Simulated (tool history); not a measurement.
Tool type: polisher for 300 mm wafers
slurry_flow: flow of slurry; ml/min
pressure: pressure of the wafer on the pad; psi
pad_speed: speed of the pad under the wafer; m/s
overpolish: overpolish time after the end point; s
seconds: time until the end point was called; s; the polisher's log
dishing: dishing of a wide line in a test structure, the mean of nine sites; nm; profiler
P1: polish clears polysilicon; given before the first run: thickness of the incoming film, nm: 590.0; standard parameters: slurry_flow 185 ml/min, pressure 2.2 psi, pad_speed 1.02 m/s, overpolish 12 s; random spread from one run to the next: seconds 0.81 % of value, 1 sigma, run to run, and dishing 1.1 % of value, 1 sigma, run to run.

run	day	slurry_flow	pressure	pad_speed	overpolish	wafers polished on this pad	hours since the slurry nozzle was cleaned	hours since the head pressure was calibrated	seconds	dishing
1	0.558	185	2.2	1.02	12	584	57.9	165.3	43.884	57.391
2	1.242	110	2.2	1.02	12	803	74.3	181.7	48.384	54.1
3	1.875	280	2.2	1.02	22	1007	89.5	196.9	42.501	60.305
4	2.329	185	3.4	1.02	12	1152	100.4	207.8	28.966	59.389
5	3.029	185	2.2	1.02	12	1377	117.2	224.6	44.622	56.228
6	3.45	185	1	1.02	12	1512	127.3	234.7	97.314	41.848
7	4.125	185	2.2	1.02	4	1728	143.5	250.9	44.227	34.56
8	4.762	250	2.2	1.02	12	1933	158.8	266.2	42.854	57.331
9	5.15	185	3.1	1.52	12	2057	168.1	275.5	21.338	59.979
10	5.617	185	2.2	1.02	23	2207	179.3	286.7	45.243	60.589
11	6.142	185	2.2	0.52	12	2375	191.9	299.3	87.276	44.566
12	6.529	185	2.2	1.02	12	2499	201.2	308.6	43.902	55.773
13	7.225	185	1.6	0.64	12	2722	217.9	325.3	98.087	42.4
14	7.662	185	2.2	1.58	12	2863	228.4	335.8	28.461	58.489
15	8.017	185	2.2	1.02	12	2976	236.9	344.3	44.533	57.208
16	8.488	185	2.2	1.02	12	3127	248.2	355.6	44.541	57.257
17	9.138	185	2.2	1.02	12	3336	263.8	371.2	45.79	56.249
18	9.496	185	2.2	1.02	12	3451	272.4	379.8	46.836	56.234
19	9.9	185	2.2	1.02	12	3580	282.1	389.5	47.011	55.731
# day 10.221: head pressure recalibrated
20	10.342	185	2.2	1.02	12	3722	292.7	2.9	47.443	56.836
21	10.683	185	2.2	1.02	12	3832	300.9	11.1	48.229	56.382
22	11.017	185	2.2	1.02	12	3939	308.9	19.1	48.42	55.708
23	11.646	185	2.2	1.02	12	4140	324	34.2	48.72	55.715
24	12.212	185	2.2	1.02	12	4322	337.6	47.8	47.921	54.059
25	12.604	185	2.2	1.02	12	4448	347	57.2	47.562	54.562

What P1 gives has crept off from where it sat before. The 2 causes that follow fit the log equally well, each at the size noted:
A: removal rate lost through wear of the pad, % = 8.52
B: slurry flow missing at the pad, % = 39
Creep in the process output first set in at about day 8.488.
Other possible causes, and why each is ruled out:
head's pressure below its setpoint, %: was serviced at day 10.221, once the creep was under way, yet the earlier output never came back

Which of the 4 check runs listed below, each an average over 3 wafers with its results shown as question marks, gives clearly different results under the different listed causes?
check 1	12.996	185	2.2	1.58	12				?	?
check 2	12.996	185	2.2	0.56	12				?	?
check 3	12.996	130	2.2	1.02	17				?	?
check 4	12.996	185	1.3	1.48	12				?	?

Check results expected under each cause:
check	result	if A	if B
check 1	seconds	31.34	31.334
check 1	dishing	59.304	59.305
check 2	seconds	88.423	88.408
check 2	dishing	44.179	44.183
check 3	seconds	51.508	53.235
check 3	dishing	58.266	57.984
check 4	seconds	56.62	56.61
check 4	dishing	52.806	52.809
Smallest distance between any two causes, each pair judged by its most separating result, in per cent: check 1 0.02 %; check 2 0.02 %; check 3 3.3 %; check 4 0.02 %
Of the check runs offered, only check 3 discriminates between the causes; the rest would read about the same regardless of which cause applies.

Running check 3 produced the following: seconds 53.085 s; dishing 58.027 nm. Which one of the listed causes fits?

Of the candidate causes, it is B: slurry flow missing at the pad, %.
